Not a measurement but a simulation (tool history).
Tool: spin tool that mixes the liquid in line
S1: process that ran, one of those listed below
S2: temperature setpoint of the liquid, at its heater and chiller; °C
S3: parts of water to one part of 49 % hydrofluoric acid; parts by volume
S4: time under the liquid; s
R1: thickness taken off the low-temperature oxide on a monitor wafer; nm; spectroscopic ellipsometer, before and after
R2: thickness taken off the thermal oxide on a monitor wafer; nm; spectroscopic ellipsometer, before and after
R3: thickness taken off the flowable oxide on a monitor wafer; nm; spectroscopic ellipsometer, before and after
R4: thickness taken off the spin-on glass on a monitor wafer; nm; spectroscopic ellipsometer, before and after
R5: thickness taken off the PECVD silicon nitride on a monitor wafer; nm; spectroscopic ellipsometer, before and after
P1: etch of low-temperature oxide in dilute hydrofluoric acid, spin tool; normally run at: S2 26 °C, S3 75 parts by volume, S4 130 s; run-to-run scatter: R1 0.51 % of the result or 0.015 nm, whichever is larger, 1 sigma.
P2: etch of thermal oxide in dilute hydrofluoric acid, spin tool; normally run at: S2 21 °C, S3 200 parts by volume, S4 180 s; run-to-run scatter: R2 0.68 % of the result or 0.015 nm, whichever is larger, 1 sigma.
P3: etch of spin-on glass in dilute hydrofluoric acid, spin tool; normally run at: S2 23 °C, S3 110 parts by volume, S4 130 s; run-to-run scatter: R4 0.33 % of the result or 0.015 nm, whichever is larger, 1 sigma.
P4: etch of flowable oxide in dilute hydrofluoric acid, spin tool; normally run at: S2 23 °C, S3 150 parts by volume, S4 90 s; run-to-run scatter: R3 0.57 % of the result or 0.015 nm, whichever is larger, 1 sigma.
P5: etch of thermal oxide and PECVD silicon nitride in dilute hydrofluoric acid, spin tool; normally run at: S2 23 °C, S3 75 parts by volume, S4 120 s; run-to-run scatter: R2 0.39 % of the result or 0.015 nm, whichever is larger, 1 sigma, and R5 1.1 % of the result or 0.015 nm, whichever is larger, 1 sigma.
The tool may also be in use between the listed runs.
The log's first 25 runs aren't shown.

{"run": 26, "hour": 286.2, "S1": "P4", "S2": 17, "S3": 150, "S4": 90, "R3": 18.947}
{"run": 27, "hour": 301.3, "S1": "P1", "S2": 26, "S3": 20, "S4": 130, "R1": 129.02}
{"run": 28, "hour": 310.8, "S1": "P3", "S2": 17, "S3": 110, "S4": 130, "R4": 23.333}
{"run": 29, "hour": 325.4, "S1": "P5", "S2": 23, "S3": 75, "S4": 230, "R2": 13.673, "R5": 4.6859}
{"run": 30, "hour": 332.3, "S1": "P5", "S2": 28.5, "S3": 75, "S4": 120, "R2": 8.9692, "R5": 3.4454}
{"run": 31, "hour": 346.5, "S1": "P5", "S2": 23, "S3": 75, "S4": 120, "R2": 7.1626, "R5": 2.4702}
{"run": 32, "hour": 353.9, "S1": "P3", "S2": 23, "S3": 110, "S4": 130, "R4": 29.653}
{"run": 33, "hour": 364.0, "S1": "P4", "S2": 23, "S3": 35, "S4": 90, "R3": 119.46}
{"run": 34, "hour": 375.9, "S1": "P1", "S2": 19.5, "S3": 75, "S4": 35, "R1": 6.5053}
{"run": 35, "hour": 386.1, "S1": "P1", "S2": 26, "S3": 75, "S4": 130, "R1": 31.725}
{"run": 36, "hour": 394.0, "S1": "P1", "S2": 26, "S3": 75, "S4": 130, "R1": 30.796}
{"run": 37, "hour": 406.9, "S1": "P1", "S2": 26, "S3": 75, "S4": 130, "R1": 30.224}
{"run": 38, "hour": 415.3, "S1": "P1", "S2": 26, "S3": 75, "S4": 130, "R1": 29.978}
{"run": 39, "hour": 428.4, "S1": "P1", "S2": 26, "S3": 75, "S4": 130, "R1": 29.673}
{"run": 40, "hour": 441.6, "S1": "P1", "S2": 26, "S3": 75, "S4": 130, "R1": 29.431}
{"run": 41, "hour": 450.5, "S1": "P1", "S2": 26, "S3": 75, "S4": 130, "R1": 29.382}

Forecast run 42:
{"run": 42, "hour": 460.9, "S1": "P1", "S2": 26, "S3": 75, "S4": 130, "R1": "?"}

R1: 29.3 nm

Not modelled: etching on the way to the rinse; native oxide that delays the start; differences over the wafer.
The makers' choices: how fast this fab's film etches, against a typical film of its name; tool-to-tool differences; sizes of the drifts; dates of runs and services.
